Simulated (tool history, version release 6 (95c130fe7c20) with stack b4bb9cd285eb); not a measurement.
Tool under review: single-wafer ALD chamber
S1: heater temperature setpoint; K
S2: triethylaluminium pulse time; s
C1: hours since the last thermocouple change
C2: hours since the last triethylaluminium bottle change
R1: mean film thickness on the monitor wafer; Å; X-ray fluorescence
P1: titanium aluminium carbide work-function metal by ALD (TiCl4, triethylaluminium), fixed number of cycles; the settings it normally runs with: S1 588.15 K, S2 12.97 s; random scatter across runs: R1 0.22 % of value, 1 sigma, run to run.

{"run": 1, "hour": 6.8, "S1": 588.15, "S2": 12.97, "C1": 528.0, "C2": 369.4, "R1": 21.79}
{"run": 2, "hour": 12.2, "S1": 588.15, "S2": 17.63, "C1": 533.4, "C2": 374.8, "R1": 22.012}
{"run": 3, "hour": 19.9, "S1": 588.15, "S2": 12.97, "C1": 541.1, "C2": 382.5, "R1": 21.81}
{"run": 4, "hour": 25.6, "S1": 604.15, "S2": 6.6, "C1": 546.8, "C2": 388.2, "R1": 21.066}
{"run": 5, "hour": 33.8, "S1": 574.15, "S2": 12.97, "C1": 555.0, "C2": 396.4, "R1": 20.495}
{"run": 6, "hour": 40.0, "S1": 588.15, "S2": 12.97, "C1": 561.2, "C2": 402.6, "R1": 21.777}
{"run": 7, "hour": 46.1, "S1": 608.15, "S2": 12.97, "C1": 567.3, "C2": 408.7, "R1": 23.594}
{"run": 8, "hour": 51.4, "S1": 588.15, "S2": 12.97, "C1": 572.6, "C2": 414.0, "R1": 21.777}
{"run": 9, "hour": 55.8, "S1": 588.15, "S2": 6.46, "C1": 577.0, "C2": 418.4, "R1": 19.695}
{"run": 10, "hour": 59.6, "S1": 588.15, "S2": 12.97, "C1": 580.8, "C2": 422.2, "R1": 21.753}
{"run": 11, "hour": 67.6, "S1": 599.15, "S2": 4.71, "C1": 588.8, "C2": 430.2, "R1": 18.507}
{"run": 12, "hour": 74.0, "S1": 588.15, "S2": 12.97, "C1": 595.2, "C2": 436.6, "R1": 21.72}
{"run": 13, "hour": 80.2, "S1": 588.15, "S2": 12.97, "C1": 601.4, "C2": 442.8, "R1": 21.828}
{"run": 14, "hour": 85.9, "S1": 588.15, "S2": 12.97, "C1": 607.1, "C2": 448.5, "R1": 21.614}
{"run": 15, "hour": 92.2, "S1": 588.15, "S2": 12.97, "C1": 613.4, "C2": 454.8, "R1": 21.566}
{"run": 16, "hour": 99.0, "S1": 588.15, "S2": 12.97, "C1": 620.2, "C2": 461.6, "R1": 21.474}
{"run": 17, "hour": 106.0, "S1": 588.15, "S2": 12.97, "C1": 627.2, "C2": 468.6, "R1": 21.429}
{"run": 18, "hour": 112.8, "S1": 588.15, "S2": 12.97, "C1": 634.0, "C2": 475.4, "R1": 21.329}
{"run": 19, "hour": 118.0, "S1": 588.15, "S2": 12.97, "C1": 639.2, "C2": 480.6, "R1": 21.404}
{"run": 20, "hour": 124.6, "S1": 588.15, "S2": 12.97, "C1": 645.8, "C2": 487.2, "R1": 21.354}

The output of P1 has drifted from where it used to be. Each of the 2 causes below, taken at the size shown beside it, accounts for the log equally well:
A: triethylaluminium dose below that of a fresh bottle (%) = 21.1
B: wafer temperature below the value expected at the setpoint (K) = 4.39
The creep began at about hour 80.2.

Listed below are the offered check runs, one wafer per run, with question marks in place of results. For which of them would the causes give clearly different outcomes?
{"run": "check 1", "hour": 131.2, "S1": 605.15, "S2": 12.97, "R1": "?"}
{"run": "check 2", "hour": 131.2, "S1": 603.15, "S2": 8.63, "R1": "?"}
{"run": "check 3", "hour": 131.2, "S1": 606.15, "S2": 12.97, "R1": "?"}
{"run": "check 4", "hour": 131.2, "S1": 602.15, "S2": 12.97, "R1": "?"}

Predicted outcomes, by check and by cause:
check=check_1 result=R1 if_A=22.907 if_B=22.932
check=check_2 result=R1 if_A=21.178 if_B=21.840
check=check_3 result=R1 if_A=22.997 if_B=23.022
check=check_4 result=R1 if_A=22.640 if_B=22.660
How far apart the two closest causes lie, in the result that separates them most: check 1 0.11 %; check 2 3.07 %; check 3 0.11 %; check 4 0.09 %
Only in check 2 would the causes give clearly different results; in the remaining checks their results would be nearly the same.

Check 2 has now been run. It gave: R1 21.823 Å. Which of the candidate causes is it?

The correct cause is B, namely: wafer temperature below the value expected at the setpoint (K).

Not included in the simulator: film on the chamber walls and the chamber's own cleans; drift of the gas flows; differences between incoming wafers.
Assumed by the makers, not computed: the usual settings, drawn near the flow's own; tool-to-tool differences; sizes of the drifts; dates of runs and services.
